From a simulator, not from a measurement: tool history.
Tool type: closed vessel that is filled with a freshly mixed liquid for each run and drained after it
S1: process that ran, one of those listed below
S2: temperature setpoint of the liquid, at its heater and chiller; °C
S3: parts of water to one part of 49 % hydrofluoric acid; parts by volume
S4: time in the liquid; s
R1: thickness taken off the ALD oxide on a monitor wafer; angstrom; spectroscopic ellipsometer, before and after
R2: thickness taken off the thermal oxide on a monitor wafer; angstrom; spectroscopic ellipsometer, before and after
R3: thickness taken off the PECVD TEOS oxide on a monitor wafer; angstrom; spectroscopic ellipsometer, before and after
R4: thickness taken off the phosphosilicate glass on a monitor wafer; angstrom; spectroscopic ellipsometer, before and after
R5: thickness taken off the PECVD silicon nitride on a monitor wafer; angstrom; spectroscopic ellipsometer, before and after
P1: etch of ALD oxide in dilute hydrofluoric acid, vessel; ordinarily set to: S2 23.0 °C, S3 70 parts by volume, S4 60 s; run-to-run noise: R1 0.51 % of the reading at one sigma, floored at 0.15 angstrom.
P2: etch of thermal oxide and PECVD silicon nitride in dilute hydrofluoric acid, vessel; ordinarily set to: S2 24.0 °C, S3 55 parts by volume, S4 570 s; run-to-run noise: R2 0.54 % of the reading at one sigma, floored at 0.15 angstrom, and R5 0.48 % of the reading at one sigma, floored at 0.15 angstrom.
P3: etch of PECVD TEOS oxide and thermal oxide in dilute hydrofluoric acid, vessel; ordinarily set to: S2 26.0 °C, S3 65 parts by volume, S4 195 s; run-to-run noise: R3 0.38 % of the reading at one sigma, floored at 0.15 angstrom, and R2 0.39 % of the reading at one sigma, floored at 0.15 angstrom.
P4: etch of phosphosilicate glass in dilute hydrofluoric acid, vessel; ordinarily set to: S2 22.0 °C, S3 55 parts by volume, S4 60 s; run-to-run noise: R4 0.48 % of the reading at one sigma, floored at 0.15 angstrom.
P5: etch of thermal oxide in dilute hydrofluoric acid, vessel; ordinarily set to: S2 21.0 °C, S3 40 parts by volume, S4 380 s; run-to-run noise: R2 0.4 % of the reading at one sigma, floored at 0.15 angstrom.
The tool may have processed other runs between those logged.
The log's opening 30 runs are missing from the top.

run 31 hour=219.9 | S1=P5 S2=21.0 S3=40 S4=380 | R2=419.010
run 32 hour=226.6 | S1=P4 S2=22.0 S3=55 S4=60 | R4=897.88
run 33 hour=231.8 | S1=P1 S2=23.0 S3=45 S4=60 | R1=241.040
run 34 hour=238.9 | S1=P1 S2=23.0 S3=70 S4=60 | R1=150.270
run 35 hour=244.8 | S1=P1 S2=23.0 S3=70 S4=60 | R1=149.480
run 36 hour=250.6 | S1=P1 S2=23.0 S3=70 S4=60 | R1=152.860
run 37 hour=260.5 | S1=P1 S2=23.0 S3=70 S4=60 | R1=158.430
run 38 hour=269.6 | S1=P1 S2=23.0 S3=70 S4=60 | R1=160.050
run 39 hour=277.2 | S1=P1 S2=23.0 S3=70 S4=60 | R1=160.720
run 40 hour=282.8 | S1=P1 S2=23.0 S3=70 S4=60 | R1=162.240
run 41 hour=288.6 | S1=P1 S2=23.0 S3=70 S4=60 | R1=161.450

Predict the results of run 42:
run 42 hour=297.6 | S1=P1 S2=23.0 S3=70 S4=60 | R1=?

R1: 163.890 angstrom
